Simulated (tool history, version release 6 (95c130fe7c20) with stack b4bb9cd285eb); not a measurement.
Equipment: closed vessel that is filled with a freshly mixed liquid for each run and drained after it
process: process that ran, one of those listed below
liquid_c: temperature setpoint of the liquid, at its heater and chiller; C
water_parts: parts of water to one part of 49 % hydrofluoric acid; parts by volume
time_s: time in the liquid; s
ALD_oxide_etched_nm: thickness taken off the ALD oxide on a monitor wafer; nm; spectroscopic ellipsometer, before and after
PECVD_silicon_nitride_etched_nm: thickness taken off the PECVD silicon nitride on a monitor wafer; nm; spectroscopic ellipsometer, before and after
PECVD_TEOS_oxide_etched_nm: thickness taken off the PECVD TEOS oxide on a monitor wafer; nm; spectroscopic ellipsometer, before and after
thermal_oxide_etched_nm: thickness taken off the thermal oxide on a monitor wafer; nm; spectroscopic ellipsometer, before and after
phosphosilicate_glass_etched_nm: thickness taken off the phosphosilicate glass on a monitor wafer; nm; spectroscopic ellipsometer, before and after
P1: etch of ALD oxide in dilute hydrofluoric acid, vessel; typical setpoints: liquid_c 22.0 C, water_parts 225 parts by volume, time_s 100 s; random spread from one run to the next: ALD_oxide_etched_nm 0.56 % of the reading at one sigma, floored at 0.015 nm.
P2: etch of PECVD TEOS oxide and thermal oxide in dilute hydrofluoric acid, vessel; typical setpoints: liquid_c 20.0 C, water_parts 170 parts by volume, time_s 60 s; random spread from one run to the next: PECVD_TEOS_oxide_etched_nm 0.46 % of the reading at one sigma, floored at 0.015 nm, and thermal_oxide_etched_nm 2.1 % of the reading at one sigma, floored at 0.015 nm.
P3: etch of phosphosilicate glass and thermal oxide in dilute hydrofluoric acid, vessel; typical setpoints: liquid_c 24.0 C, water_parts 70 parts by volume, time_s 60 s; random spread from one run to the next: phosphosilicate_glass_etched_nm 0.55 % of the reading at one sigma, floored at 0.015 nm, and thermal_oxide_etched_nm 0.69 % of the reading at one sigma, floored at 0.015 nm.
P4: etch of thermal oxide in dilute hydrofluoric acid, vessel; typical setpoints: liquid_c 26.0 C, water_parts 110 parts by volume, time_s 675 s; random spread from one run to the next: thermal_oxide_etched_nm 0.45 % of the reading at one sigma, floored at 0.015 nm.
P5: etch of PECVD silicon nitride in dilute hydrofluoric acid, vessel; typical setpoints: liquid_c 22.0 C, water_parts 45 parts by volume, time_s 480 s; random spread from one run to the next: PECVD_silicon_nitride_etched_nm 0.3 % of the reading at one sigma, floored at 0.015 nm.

run,hour,process,liquid_c,water_parts,time_s,hours since the thermometer was replaced,hours since the hydrofluoric acid flow meter was replaced,ALD_oxide_etched_nm,PECVD_silicon_nitride_etched_nm,PECVD_TEOS_oxide_etched_nm,thermal_oxide_etched_nm,phosphosilicate_glass_etched_nm
1,9.2,P1,22.0,225,100,1427.9,1681.1,6.7666,,,,
2,16.0,P1,22.0,225,30,1434.7,1687.9,2.0242,,,,
3,27.8,P5,22.0,45,100,1446.5,1699.7,,10.178,,,
4,38.6,P2,20.0,170,60,1457.3,1710.5,,,6.3219,1.24290,
5,48.4,P1,27.5,225,100,1467.1,1720.3,8.1791,,,,
6,59.9,P1,17.0,225,100,1478.6,1731.8,5.5386,,,,
7,70.3,P4,26.0,110,675,1489.0,1742.2,,,,29.77000,
8,80.6,P2,20.0,305,60,1499.3,1752.5,,,3.0882,0.60905,
9,89.3,P4,26.0,60,675,1508.0,1761.2,,,,57.89200,
10,99.2,P5,22.0,45,480,1517.9,1771.1,,48.826,,,
11,111.1,P4,18.5,110,675,1529.8,1783.0,,,,22.13400,
12,118.8,P1,22.0,225,100,1537.5,1790.7,6.6934,,,,
13,127.4,P1,22.0,225,100,1546.1,1799.3,6.6944,,,,
14,138.8,P1,22.0,45,100,1557.5,1810.7,41.2880,,,,
15,149.1,P4,26.0,110,345,1567.8,1821.0,,,,15.24900,
16,156.4,P5,22.0,25,480,1575.1,1828.3,,86.550,,,
17,165.6,P1,27.5,225,50,1584.3,1837.5,4.1489,,,,
18,176.2,P1,22.0,225,200,1594.9,1848.1,13.5960,,,,
19,183.8,P2,17.0,170,60,1602.5,1855.7,,,5.6049,1.08490,
20,195.1,P5,27.5,45,480,1613.8,1867.0,,71.124,,,
21,203.0,P3,24.0,70,105,1621.7,1874.9,,,,7.00490,191.16
22,210.5,P1,22.0,225,100,1629.2,1882.4,6.7630,,,,
23,219.9,P2,20.0,170,30,1638.6,1891.8,,,3.1283,0.60314,
24,230.9,P2,20.0,170,60,1649.6,1902.8,,,6.4122,1.24650,

What will run 25 give?
25,240.7,P3,30.5,70,60,1659.4,1912.6,,,,?,?

For run 25 the tool returned thermal_oxide_etched_nm 5.22370 nm, phosphosilicate_glass_etched_nm 141.04 nm.

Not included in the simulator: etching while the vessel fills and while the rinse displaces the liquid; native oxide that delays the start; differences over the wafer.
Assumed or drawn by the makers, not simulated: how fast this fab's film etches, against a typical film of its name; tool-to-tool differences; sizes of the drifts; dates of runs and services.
